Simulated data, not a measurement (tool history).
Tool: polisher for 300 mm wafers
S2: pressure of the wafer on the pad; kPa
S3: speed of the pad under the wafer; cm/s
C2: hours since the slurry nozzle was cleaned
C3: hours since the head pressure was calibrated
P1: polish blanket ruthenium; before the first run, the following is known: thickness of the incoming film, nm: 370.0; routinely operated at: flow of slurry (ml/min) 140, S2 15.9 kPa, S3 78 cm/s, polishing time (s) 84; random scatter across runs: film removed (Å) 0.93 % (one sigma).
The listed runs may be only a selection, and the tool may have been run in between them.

Run 1, hour 12: flow of slurry (ml/min) 140, S2 15.9 kPa, S3 78 cm/s, polishing time (s) 84; wafers polished on this pad 379; C2 53.2; C3 1082. Result: film removed (Å) 910.23.
Run 2, hour 29.2: flow of slurry (ml/min) 200, S2 9 kPa, S3 78 cm/s, polishing time (s) 84; wafers polished on this pad 512; C2 70.4; C3 1099.2. Result: film removed (Å) 542.36.
Run 3, hour 46.5: flow of slurry (ml/min) 140, S2 15.9 kPa, S3 78 cm/s, polishing time (s) 128; wafers polished on this pad 647; C2 87.7; C3 1116.5. Result: film removed (Å) 1396.
Run 4, hour 55.5: flow of slurry (ml/min) 85, S2 15.9 kPa, S3 36 cm/s, polishing time (s) 84; wafers polished on this pad 716; C2 96.7; C3 1125.5. Result: film removed (Å) 374.76.
Run 5, hour 73.2: flow of slurry (ml/min) 140, S2 15.9 kPa, S3 78 cm/s, polishing time (s) 84; wafers polished on this pad 854; C2 114.4; C3 1143.2. Result: film removed (Å) 919.16.
Run 6, hour 89.2: flow of slurry (ml/min) 140, S2 8.3 kPa, S3 78 cm/s, polishing time (s) 84; wafers polished on this pad 978; C2 130.4; C3 1159.2. Result: film removed (Å) 480.62.
Run 7, hour 99.3: flow of slurry (ml/min) 140, S2 23.4 kPa, S3 78 cm/s, polishing time (s) 84; wafers polished on this pad 1056; C2 140.5; C3 1169.3. Result: film removed (Å) 1343.6.
Run 8, hour 117.2: flow of slurry (ml/min) 140, S2 15.9 kPa, S3 78 cm/s, polishing time (s) 84; wafers polished on this pad 1195; C2 158.4; C3 1187.2. Result: film removed (Å) 907.43.
Run 9, hour 130.1: flow of slurry (ml/min) 140, S2 15.9 kPa, S3 36 cm/s, polishing time (s) 84; wafers polished on this pad 1295; C2 171.3; C3 1200.1. Result: film removed (Å) 423.89.
Run 10, hour 140.1: flow of slurry (ml/min) 225, S2 15.9 kPa, S3 78 cm/s, polishing time (s) 84; wafers polished on this pad 1372; C2 181.3; C3 1210.1. Result: film removed (Å) 965.74.
Run 11, hour 154.4: flow of slurry (ml/min) 140, S2 19.3 kPa, S3 50 cm/s, polishing time (s) 84; wafers polished on this pad 1483; C2 195.6; C3 1224.4. Result: film removed (Å) 709.24.
Run 12, hour 165.7: flow of slurry (ml/min) 140, S2 15.9 kPa, S3 78 cm/s, polishing time (s) 51; wafers polished on this pad 1571; C2 206.9; C3 1235.7. Result: film removed (Å) 552.17.
Run 13, hour 178.8: flow of slurry (ml/min) 140, S2 15.9 kPa, S3 108 cm/s, polishing time (s) 84; wafers polished on this pad 1672; C2 220; C3 1248.8. Result: film removed (Å) 1285.6.
Run 14, hour 192.5: flow of slurry (ml/min) 90, S2 15.9 kPa, S3 78 cm/s, polishing time (s) 84; wafers polished on this pad 1779; C2 233.7; C3 1262.5. Result: film removed (Å) 836.74.
At hour 192.7: slurry nozzle cleaned.
Run 15, hour 207.6: flow of slurry (ml/min) 140, S2 15.9 kPa, S3 78 cm/s, polishing time (s) 84; wafers polished on this pad 1896; C2 15; C3 1277.6. Result: film removed (Å) 914.71.
Run 16, hour 224.4: flow of slurry (ml/min) 140, S2 15.9 kPa, S3 78 cm/s, polishing time (s) 84; wafers polished on this pad 2026; C2 31.8; C3 1294.4. Result: film removed (Å) 912.97.
Run 17, hour 236.4: flow of slurry (ml/min) 140, S2 15.9 kPa, S3 78 cm/s, polishing time (s) 84; wafers polished on this pad 2119; C2 43.8; C3 1306.4. Result: film removed (Å) 877.84.
Run 18, hour 246.7: flow of slurry (ml/min) 140, S2 15.9 kPa, S3 78 cm/s, polishing time (s) 84; wafers polished on this pad 2199; C2 54.1; C3 1316.7. Result: film removed (Å) 869.08.
Run 19, hour 259: flow of slurry (ml/min) 140, S2 15.9 kPa, S3 78 cm/s, polishing time (s) 84; wafers polished on this pad 2294; C2 66.4; C3 1329. Result: film removed (Å) 841.57.
Run 20, hour 267.2: flow of slurry (ml/min) 140, S2 15.9 kPa, S3 78 cm/s, polishing time (s) 84; wafers polished on this pad 2358; C2 74.6; C3 1337.2. Result: film removed (Å) 823.8.
Run 21, hour 280.7: flow of slurry (ml/min) 140, S2 15.9 kPa, S3 78 cm/s, polishing time (s) 84; wafers polished on this pad 2462; C2 88.1; C3 1350.7. Result: film removed (Å) 835.63.
Run 22, hour 293.8: flow of slurry (ml/min) 140, S2 15.9 kPa, S3 78 cm/s, polishing time (s) 84; wafers polished on this pad 2564; C2 101.2; C3 1363.8. Result: film removed (Å) 820.2.
At hour 297.3: worn pad replaced by a new one.
Run 23, hour 307.3: flow of slurry (ml/min) 140, S2 15.9 kPa, S3 78 cm/s, polishing time (s) 84; wafers polished on this pad 77; C2 114.7; C3 1377.3. Result: film removed (Å) 808.14.
Run 24, hour 323.5: flow of slurry (ml/min) 140, S2 15.9 kPa, S3 78 cm/s, polishing time (s) 84; wafers polished on this pad 203; C2 130.9; C3 1393.5. Result: film removed (Å) 811.79.

What P1 gives has crept off from where it sat before. The 2 causes that follow fit the log equally well, each at the size noted:
A: head's pressure below its setpoint, % = 11
B: slurry flow missing at the pad, % = 39.5
The creep began at about hour 224.4.
All other causes, with the reason each is excluded:
removal rate lost through wear of the pad, %: was serviced at hour 297.3, once the creep was under way, yet the earlier output never came back

Which of the check runs below tells the causes apart, meaning the causes would give it clearly different results? Each run uses 5 wafers whose results are averaged, and each result is shown as a question mark.
Run check 1, hour 339.7: flow of slurry (ml/min) 140, S2 20 kPa, S3 40 cm/s, polishing time (s) 84. Result: film removed (Å) ?.
Run check 2, hour 339.7: flow of slurry (ml/min) 205, S2 15.9 kPa, S3 96 cm/s, polishing time (s) 84. Result: film removed (Å) ?.
Run check 3, hour 339.7: flow of slurry (ml/min) 140, S2 15.9 kPa, S3 94 cm/s, polishing time (s) 84. Result: film removed (Å) ?.
Run check 4, hour 339.7: flow of slurry (ml/min) 140, S2 10.3 kPa, S3 78 cm/s, polishing time (s) 128. Result: film removed (Å) ?.

Predicted outcomes, by check and by cause:
  check            result    if A    if B
check 1  film removed (Å)  524.51  524.59
check 2  film removed (Å)  1058.9  1095.8
check 3  film removed (Å)  977.58  977.72
check 4  film removed (Å)  806.14  806.26
Per check, the gap between the least separated pair of causes, taken in the result that splits them most: check 1 0.01 %; check 2 3.42 %; check 3 0.01 %; check 4 0.01 %
The causes can be told apart only by check 2. The other checks would give nearly the same results under each of them.

Running check 2 produced the following: film removed (Å) 1103.4. Which one of the listed causes fits?

B is the cause: slurry flow missing at the pad, %.
